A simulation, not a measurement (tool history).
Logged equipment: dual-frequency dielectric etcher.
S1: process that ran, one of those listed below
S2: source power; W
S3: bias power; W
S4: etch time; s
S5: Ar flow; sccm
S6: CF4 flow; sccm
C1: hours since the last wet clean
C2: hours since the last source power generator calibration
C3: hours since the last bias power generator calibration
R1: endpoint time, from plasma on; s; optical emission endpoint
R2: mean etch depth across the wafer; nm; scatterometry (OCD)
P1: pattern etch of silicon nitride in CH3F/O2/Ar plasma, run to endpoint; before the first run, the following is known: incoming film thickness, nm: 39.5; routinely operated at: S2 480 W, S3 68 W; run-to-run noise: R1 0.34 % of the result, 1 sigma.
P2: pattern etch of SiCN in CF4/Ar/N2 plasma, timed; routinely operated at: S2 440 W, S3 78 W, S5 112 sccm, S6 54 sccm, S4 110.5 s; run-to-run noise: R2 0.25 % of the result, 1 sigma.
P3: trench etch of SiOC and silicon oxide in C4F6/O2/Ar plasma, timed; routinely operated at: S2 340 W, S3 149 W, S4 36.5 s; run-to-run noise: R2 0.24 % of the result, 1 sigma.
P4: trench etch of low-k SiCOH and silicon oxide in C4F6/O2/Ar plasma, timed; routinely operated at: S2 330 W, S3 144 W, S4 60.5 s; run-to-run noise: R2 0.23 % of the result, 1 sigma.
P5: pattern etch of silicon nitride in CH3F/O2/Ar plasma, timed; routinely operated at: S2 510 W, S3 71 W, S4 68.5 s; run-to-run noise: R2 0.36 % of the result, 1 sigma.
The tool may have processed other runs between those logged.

run   hour  S1   S2   S3     S4   S5  S6     C1      C2      C3      R1      R2
  1   14.3  P1  480   68                  149.9    1198  2053.8  54.001
  2   26.3  P1  310   68                  161.9    1210  2065.8  64.149
  3   39.2  P1  480   68                  174.8  1222.9  2078.7  53.976
  4   49.8  P4  330  144   60.5           185.4  1233.5  2089.3          169.29
  5   62.9  P3  340  149     26           198.5  1246.6  2102.4          44.909
  6   73.7  P1  320   85                  209.3  1257.4  2113.2  58.318
  7   88.7  P5  510   71   68.5           224.3  1272.4  2128.2          52.105
  8  101.4  P4  330  144     82             237  1285.1  2140.9          229.36
  9  111.9  P3  240  149   36.5           247.5  1295.6  2151.4          54.867
 10  122.5  P2  440   45  110.5  112  54  258.1  1306.2    2162          73.747
 11  129.6  P3  340   90   36.5           265.2  1313.3  2169.1          54.302
 12  142.5  P1  580   68                  278.1  1326.2    2182  50.387
 13  150.7  P1  480   68                  286.3  1334.4  2190.2  54.012
 14  161.8  P3  340  149   36.5           297.4  1345.5  2201.3          62.982
 15  170.9  P2  440   78    149  112  54  306.5  1354.6  2210.4          120.84
 16  178.6  P5  510   71   92.5           314.2  1362.3  2218.1          70.626
 17  191.8  P1  480   93                  327.4  1375.5  2231.3  48.678
 18    199  P5  510   71   68.5           334.6  1382.7  2238.5          52.022
 19  209.2  P4  330  144   60.5           344.8  1392.9  2248.7          169.18
 20  223.7  P1  480   41                  359.3  1407.4  2263.2  63.481
 21  235.5  P2  440   78  110.5  112  34  371.1  1419.2    2275           83.55
 22  250.5  P1  480   68                  386.1  1434.2    2290  54.296
 23  258.7  P2  440   78  110.5  112  54  394.3  1442.4  2298.2          89.625
 24  269.8  P1  480   68                  405.4  1453.5  2309.3  54.313
 25    282  P5  650   71   68.5           417.6  1465.7  2321.5          57.116
 26  290.2  P4  330  186   60.5           425.8  1473.9  2329.7           183.7
 27  300.2  P5  510  100   68.5           435.8  1483.9  2339.7          58.764
 28  313.9  P2  440   78  110.5  146  54  449.5  1497.6  2353.4          85.845
 29    323  P1  480   68                  458.6  1506.7  2362.5  53.934
 30  331.6  P1  590   54                  467.2  1515.3  2371.1  54.138
 31  338.6  P2  610   78  110.5  112  54  474.2  1522.3  2378.1          119.47
 32  348.6  P4  450  144   60.5           484.2  1532.3  2388.1          190.96
 33  356.9  P1  380   52                  492.5  1540.6  2396.4  64.658
 34  368.3  P1  480   68                  503.9    1552  2407.8  54.418
 35  375.7  P1  480   68                  511.3  1559.4  2415.2  54.462
 36  389.4  P1  480   68                    525  1573.1  2428.9  54.982
 37  404.4  P1  480   68                    540  1588.1  2443.9  54.743
 38  413.2  P1  480   68                  548.8  1596.9  2452.7   55.13
     414.2  -- wet clean of the chamber
 39  420.2  P1  480   68                    6.1  1603.9  2459.7  54.762
 40  434.2  P1  480   68                   20.1  1617.9  2473.7  55.217
 41  447.8  P1  480   68                   33.7  1631.5  2487.3  54.771
 42  461.6  P1  480   68                   47.5  1645.3  2501.1  54.883
 43  474.4  P1  480   68                   60.3  1658.1  2513.9  54.685
 44  483.5  P1  480   68                   69.4  1667.2    2523  55.257

Something has made what P1 gives creep away from where it was; the 2 causes below, each at its own stated size, fit the log equally well:
A: source power that arrives under what is set, % = 4.32
B: bias power that arrives under what is set, % = 4.97
At approximately hour 368.3, the process output began to creep.
The rest of the possible causes, and what rules out each one:
chamber walls in a state that lowers the etch rate, %: serviced at hour 414.2, after the change had begun; the process did not return to its earlier output

Each of the 4 check runs below uses one wafer; its results are left as question marks. Which run tells the causes apart?
check 1  492.6  P3  260  149   36.5                            ?
check 2  492.6  P2  440   48  110.5  112  54                   ?
check 3  492.6  P4  440  144     81                            ?
check 4  492.6  P5  510   99   68.5                            ?

Outcome of each check run for each possible cause:
  check  result    if A    if B
check 1      R2  55.776  55.849
check 2      R2  72.557  74.151
check 3      R2  249.29  249.88
check 4      R2  57.643  57.542
Per check, the gap between the least separated pair of causes, taken in the result that splits them most: check 1 0.13 %; check 2 2.17 %; check 3 0.24 %; check 4 0.18 %
Check 2 tells the causes apart: in the others they would give nearly the same result.

Check 2 was carried out, with these results: R2 74.161 nm. Which of the listed causes is responsible?

B is the cause: bias power that arrives under what is set, %.

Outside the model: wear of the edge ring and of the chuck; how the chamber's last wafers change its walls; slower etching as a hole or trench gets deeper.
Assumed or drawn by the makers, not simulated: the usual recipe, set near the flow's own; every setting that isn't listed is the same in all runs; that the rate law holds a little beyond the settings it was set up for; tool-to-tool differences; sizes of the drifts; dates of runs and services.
